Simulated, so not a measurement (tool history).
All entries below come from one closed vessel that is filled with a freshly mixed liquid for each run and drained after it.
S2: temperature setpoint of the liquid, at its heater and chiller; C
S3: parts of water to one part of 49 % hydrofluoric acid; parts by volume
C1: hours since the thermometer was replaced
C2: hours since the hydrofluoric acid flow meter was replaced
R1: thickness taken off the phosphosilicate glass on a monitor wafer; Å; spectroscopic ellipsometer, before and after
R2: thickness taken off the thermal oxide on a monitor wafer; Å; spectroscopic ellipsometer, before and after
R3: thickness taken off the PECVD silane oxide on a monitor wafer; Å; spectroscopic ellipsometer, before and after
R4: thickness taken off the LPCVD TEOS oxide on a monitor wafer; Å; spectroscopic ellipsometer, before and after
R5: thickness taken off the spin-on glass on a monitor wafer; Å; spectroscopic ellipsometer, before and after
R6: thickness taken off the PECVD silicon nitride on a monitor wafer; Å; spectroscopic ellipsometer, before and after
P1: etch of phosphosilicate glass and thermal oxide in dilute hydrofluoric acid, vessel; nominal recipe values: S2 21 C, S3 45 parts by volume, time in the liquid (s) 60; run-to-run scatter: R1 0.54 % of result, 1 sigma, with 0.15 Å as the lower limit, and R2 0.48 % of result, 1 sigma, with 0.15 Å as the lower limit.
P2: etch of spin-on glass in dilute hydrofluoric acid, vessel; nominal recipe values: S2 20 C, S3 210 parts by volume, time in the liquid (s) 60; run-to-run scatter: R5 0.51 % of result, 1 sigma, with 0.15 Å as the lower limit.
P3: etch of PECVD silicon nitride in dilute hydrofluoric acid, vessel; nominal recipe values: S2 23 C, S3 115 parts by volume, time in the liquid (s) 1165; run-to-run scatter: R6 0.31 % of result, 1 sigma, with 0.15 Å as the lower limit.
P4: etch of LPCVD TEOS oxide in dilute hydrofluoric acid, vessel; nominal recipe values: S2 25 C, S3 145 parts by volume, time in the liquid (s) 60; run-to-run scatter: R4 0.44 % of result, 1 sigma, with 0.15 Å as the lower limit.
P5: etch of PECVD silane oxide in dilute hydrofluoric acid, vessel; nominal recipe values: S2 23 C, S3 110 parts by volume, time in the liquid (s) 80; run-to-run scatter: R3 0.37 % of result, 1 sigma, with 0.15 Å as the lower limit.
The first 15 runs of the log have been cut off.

run 16 hour=50.2 | process_that_ran=P4 S2=25 S3=145 time_in_the_liquid_(s)=60 | C1=637.5 C2=222.1 | R4=135.36
run 17 hour=52.9 | process_that_ran=P5 S2=23 S3=110 time_in_the_liquid_(s)=150 | C1=640.2 C2=224.8 | R3=201.45
run 18 hour=57 | process_that_ran=P5 S2=23 S3=110 time_in_the_liquid_(s)=80 | C1=644.3 C2=228.9 | R3=107.15
run 19 hour=60.2 | process_that_ran=P4 S2=25 S3=145 time_in_the_liquid_(s)=30 | C1=647.5 C2=232.1 | R4=67.297
run 20 hour=62.4 | process_that_ran=P4 S2=25 S3=55 time_in_the_liquid_(s)=60 | C1=649.7 C2=234.3 | R4=396.68
run 21 hour=64.9 | process_that_ran=P1 S2=21 S3=20 time_in_the_liquid_(s)=60 | C1=652.2 C2=236.8 | R1=3483.6 R2=142.24
run 22 hour=68 | process_that_ran=P1 S2=21 S3=45 time_in_the_liquid_(s)=60 | C1=655.3 C2=239.9 | R1=1493.1 R2=62.296
run 23 hour=71.5 | process_that_ran=P1 S2=28 S3=45 time_in_the_liquid_(s)=60 | C1=658.8 C2=243.4 | R1=1992.2 R2=81.39
run 24 hour=75.5 | process_that_ran=P3 S2=30.5 S3=115 time_in_the_liquid_(s)=1165 | C1=662.8 C2=247.4 | R6=820.79
run 25 hour=79 | process_that_ran=P3 S2=23 S3=115 time_in_the_liquid_(s)=30 | C1=666.3 C2=250.9 | R6=13.362

Predict the results of run 26:
run 26 hour=81.4 | process_that_ran=P1 S2=17 S3=45 time_in_the_liquid_(s)=60 | C1=668.7 C2=253.3 | R1=? R2=?

R1: 1257.3 Å
R2: 51.917 Å

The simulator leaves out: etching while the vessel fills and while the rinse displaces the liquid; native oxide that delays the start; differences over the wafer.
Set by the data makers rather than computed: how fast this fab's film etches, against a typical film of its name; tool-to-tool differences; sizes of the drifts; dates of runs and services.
